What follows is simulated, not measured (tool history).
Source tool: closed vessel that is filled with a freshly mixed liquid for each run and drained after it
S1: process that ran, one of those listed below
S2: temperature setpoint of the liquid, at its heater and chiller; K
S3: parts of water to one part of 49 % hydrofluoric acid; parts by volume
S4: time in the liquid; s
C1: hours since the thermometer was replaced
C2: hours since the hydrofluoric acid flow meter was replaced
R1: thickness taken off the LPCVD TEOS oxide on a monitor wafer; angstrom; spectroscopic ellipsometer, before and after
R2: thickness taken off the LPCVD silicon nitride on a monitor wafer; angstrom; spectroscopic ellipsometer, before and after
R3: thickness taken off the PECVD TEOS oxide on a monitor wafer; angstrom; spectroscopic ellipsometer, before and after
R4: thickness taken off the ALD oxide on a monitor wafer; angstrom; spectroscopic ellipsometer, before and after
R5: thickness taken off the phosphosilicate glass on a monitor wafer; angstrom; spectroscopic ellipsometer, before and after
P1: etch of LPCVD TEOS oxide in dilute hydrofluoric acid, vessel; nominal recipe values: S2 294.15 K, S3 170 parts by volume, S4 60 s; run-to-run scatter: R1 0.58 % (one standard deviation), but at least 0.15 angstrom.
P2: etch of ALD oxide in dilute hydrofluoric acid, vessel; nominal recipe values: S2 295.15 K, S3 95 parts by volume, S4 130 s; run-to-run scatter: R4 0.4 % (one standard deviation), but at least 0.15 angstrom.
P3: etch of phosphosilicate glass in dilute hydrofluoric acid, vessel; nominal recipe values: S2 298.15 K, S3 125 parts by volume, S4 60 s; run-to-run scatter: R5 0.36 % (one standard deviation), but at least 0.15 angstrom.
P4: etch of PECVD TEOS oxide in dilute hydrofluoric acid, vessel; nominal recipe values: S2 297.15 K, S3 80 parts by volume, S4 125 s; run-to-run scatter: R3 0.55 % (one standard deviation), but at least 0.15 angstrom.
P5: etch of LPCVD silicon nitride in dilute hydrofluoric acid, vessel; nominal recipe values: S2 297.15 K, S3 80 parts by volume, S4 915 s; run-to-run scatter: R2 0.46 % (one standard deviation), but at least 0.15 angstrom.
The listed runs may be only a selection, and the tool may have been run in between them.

run 1 hour=10.5 | S1=P1 S2=294.15 S3=170 S4=60 | C1=1683.9 C2=204.6 | R1=164.18
run 2 hour=23.3 | S1=P1 S2=294.15 S3=170 S4=60 | C1=1696.7 C2=217.4 | R1=164.81
run 3 hour=36.5 | S1=P5 S2=297.15 S3=80 S4=915 | C1=1709.9 C2=230.6 | R2=53.663
run 4 hour=52.7 | S1=P1 S2=294.15 S3=30 S4=60 | C1=1726.1 C2=246.8 | R1=1096.1
run 5 hour=66.4 | S1=P1 S2=298.15 S3=60 S4=60 | C1=1739.8 C2=260.5 | R1=620.34
run 6 hour=76.4 | S1=P1 S2=294.15 S3=170 S4=30 | C1=1749.8 C2=270.5 | R1=82.351
run 7 hour=86.5 | S1=P5 S2=297.15 S3=130 S4=915 | C1=1759.9 C2=280.6 | R2=33.077
run 8 hour=94.9 | S1=P4 S2=297.15 S3=115 S4=125 | C1=1768.3 C2=289 | R3=216.04
run 9 hour=103.5 | S1=P1 S2=294.15 S3=280 S4=60 | C1=1776.9 C2=297.6 | R1=88.773
run 10 hour=116.3 | S1=P1 S2=299.65 S3=170 S4=60 | C1=1789.7 C2=310.4 | R1=202.91
run 11 hour=124.5 | S1=P1 S2=294.15 S3=170 S4=60 | C1=1797.9 C2=318.6 | R1=165.37
run 12 hour=135.1 | S1=P4 S2=297.15 S3=80 S4=125 | C1=1808.5 C2=329.2 | R3=325.23
run 13 hour=152.6 | S1=P1 S2=294.15 S3=170 S4=105 | C1=1826 C2=346.7 | R1=292.48
run 14 hour=161.5 | S1=P4 S2=293.15 S3=80 S4=125 | C1=1834.9 C2=355.6 | R3=276.48
run 15 hour=175.8 | S1=P2 S2=302.65 S3=95 S4=130 | C1=1849.2 C2=369.9 | R4=513.83
run 16 hour=185.4 | S1=P3 S2=298.15 S3=125 S4=30 | C1=1858.8 C2=379.5 | R5=206.75
run 17 hour=194.5 | S1=P2 S2=295.15 S3=145 S4=130 | C1=1867.9 C2=388.6 | R4=236.49
run 18 hour=206.8 | S1=P2 S2=295.15 S3=95 S4=130 | C1=1880.2 C2=400.9 | R4=382.26
run 19 hour=225.4 | S1=P3 S2=291.15 S3=125 S4=60 | C1=1898.8 C2=419.5 | R5=313.67
run 20 hour=239.7 | S1=P3 S2=298.15 S3=125 S4=60 | C1=1913.1 C2=433.8 | R5=412.51
run 21 hour=249.4 | S1=P1 S2=294.15 S3=170 S4=60 | C1=1922.8 C2=443.5 | R1=163.24
run 22 hour=260.3 | S1=P5 S2=290.15 S3=80 S4=915 | C1=1933.7 C2=454.4 | R2=33.492
run 23 hour=269.2 | S1=P2 S2=295.15 S3=95 S4=220 | C1=1942.6 C2=463.3 | R4=646.8
run 24 hour=282.1 | S1=P1 S2=290.15 S3=170 S4=60 | C1=1955.5 C2=476.2 | R1=141.5
run 25 hour=295.8 | S1=P3 S2=298.15 S3=125 S4=60 | C1=1969.2 C2=489.9 | R5=412.68
run 26 hour=309.1 | S1=P4 S2=297.15 S3=80 S4=30 | C1=1982.5 C2=503.2 | R3=77.738
run 27 hour=317.4 | S1=P3 S2=298.15 S3=215 S4=60 | C1=1990.8 C2=511.5 | R5=216.82
run 28 hour=328.3 | S1=P5 S2=297.15 S3=80 S4=1675 | C1=2001.7 C2=522.4 | R2=97.467
run 29 hour=340.1 | S1=P1 S2=294.15 S3=170 S4=60 | C1=2013.5 C2=534.2 | R1=163.77
run 30 hour=357.6 | S1=P1 S2=294.15 S3=170 S4=60 | C1=2031 C2=551.7 | R1=163.69
run 31 hour=375.4 | S1=P1 S2=294.15 S3=170 S4=60 | C1=2048.8 C2=569.5 | R1=170.76
run 32 hour=392.4 | S1=P1 S2=294.15 S3=170 S4=60 | C1=2065.8 C2=586.5 | R1=173.68
run 33 hour=403.9 | S1=P1 S2=294.15 S3=170 S4=60 | C1=2077.3 C2=598 | R1=175.36
run 34 hour=414.6 | S1=P1 S2=294.15 S3=170 S4=60 | C1=2088 C2=608.7 | R1=176.28
run 35 hour=428.4 | S1=P1 S2=294.15 S3=170 S4=60 | C1=2101.8 C2=622.5 | R1=173.87
run 36 hour=447.1 | S1=P1 S2=294.15 S3=170 S4=60 | C1=2120.5 C2=641.2 | R1=176.46
run 37 hour=465.4 | S1=P1 S2=294.15 S3=170 S4=60 | C1=2138.8 C2=659.5 | R1=178.44

Something has made what P1 gives creep away from where it was; the 2 causes below, each at its own stated size, fit the log equally well:
A: hydrofluoric acid flow above the setpoint (%) = 6.14
B: liquid hotter than its thermometer reads (K) = 1.82
The gradual shift began around hour 357.6.

Each of the 4 check runs below uses one wafer; its results are left as question marks. Which run tells the causes apart?
run check 1 hour=483.7 | S1=P5 S2=290.15 S3=80 S4=1650 | R2=?
run check 2 hour=483.7 | S1=P2 S2=302.15 S3=135 S4=130 | R4=?
run check 3 hour=483.7 | S1=P4 S2=297.15 S3=115 S4=30 | R3=?
run check 4 hour=483.7 | S1=P3 S2=298.15 S3=210 S4=60 | R5=?

If the cause were each of the candidates in turn, the checks would give the following:
check=check_1 result=R2 if_A=62.924 if_B=67.429
check=check_2 result=R4 if_A=358.88 if_B=357.6
check=check_3 result=R3 if_A=55.676 if_B=55.85
check=check_4 result=R5 if_A=239.7 if_B=237.91
Per-check spread between the two closest causes, in the result where they differ most: check 1 6.92 %; check 2 0.36 %; check 3 0.31 %; check 4 0.75 %
The causes can be told apart only by check 1. The other checks would give nearly the same results under each of them.

Running check 1 produced the following: R2 63.224 angstrom. Which one of the listed causes fits?

The correct cause is A, namely: hydrofluoric acid flow above the setpoint (%).
